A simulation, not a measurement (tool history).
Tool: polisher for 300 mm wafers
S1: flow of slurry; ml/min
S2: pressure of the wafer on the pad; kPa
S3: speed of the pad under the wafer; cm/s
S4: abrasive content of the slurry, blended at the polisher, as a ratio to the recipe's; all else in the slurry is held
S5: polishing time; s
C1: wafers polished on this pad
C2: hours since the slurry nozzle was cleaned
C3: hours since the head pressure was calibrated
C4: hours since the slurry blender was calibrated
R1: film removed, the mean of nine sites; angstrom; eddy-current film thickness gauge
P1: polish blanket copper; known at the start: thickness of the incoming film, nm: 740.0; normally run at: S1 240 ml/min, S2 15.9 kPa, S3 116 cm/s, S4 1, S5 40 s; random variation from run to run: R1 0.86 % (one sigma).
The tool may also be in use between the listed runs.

run	hour	S1	S2	S3	S4	S5	C1	C2	C3	C4	R1
1	5	240	15.9	116	1	40	878	143.1	59.5	72.7	995.6
2	14.7	240	15.9	116	1	40	957	152.8	69.2	82.4	1011
3	23.8	365	15.9	116	1	40	1030	161.9	78.3	91.5	1064.3
4	29.5	240	15.9	52	1	40	1076	167.6	84	97.2	454.01
5	37.2	240	15.9	116	1	40	1138	175.3	91.7	104.9	1037
6	43.4	240	15.9	116	1	62	1187	181.5	97.9	111.1	1588.4
7	53.6	240	15.9	152	1	40	1270	191.7	108.1	121.3	1328.4
8	62.8	240	15.9	116	1	23	1344	200.9	117.3	130.5	573.93
9	70.8	240	15.9	144	1.4	40	1408	208.9	125.3	138.5	1374.2
10	77.9	240	22.1	116	1	40	1465	216	132.4	145.6	1420.5
11	82.6	240	6.9	116	1	40	1503	220.7	137.1	150.3	439.18
12	89.1	240	15.9	116	1	40	1555	227.2	143.6	156.8	1020.9
13	94.5	335	7.6	116	1	40	1599	232.6	149	162.2	503.47
14	99.2	145	15.9	148	1	40	1637	237.3	153.7	166.9	1188.5
# hour 104.3: worn pad replaced by a new one
15	105.9	240	15.9	116	1	40	13	244	160.4	173.6	1011.2

Forecast run 16:
16	112.3	240	15.9	116	0.6	40	65	250.4	166.8	180	?

R1: 905.68 angstrom
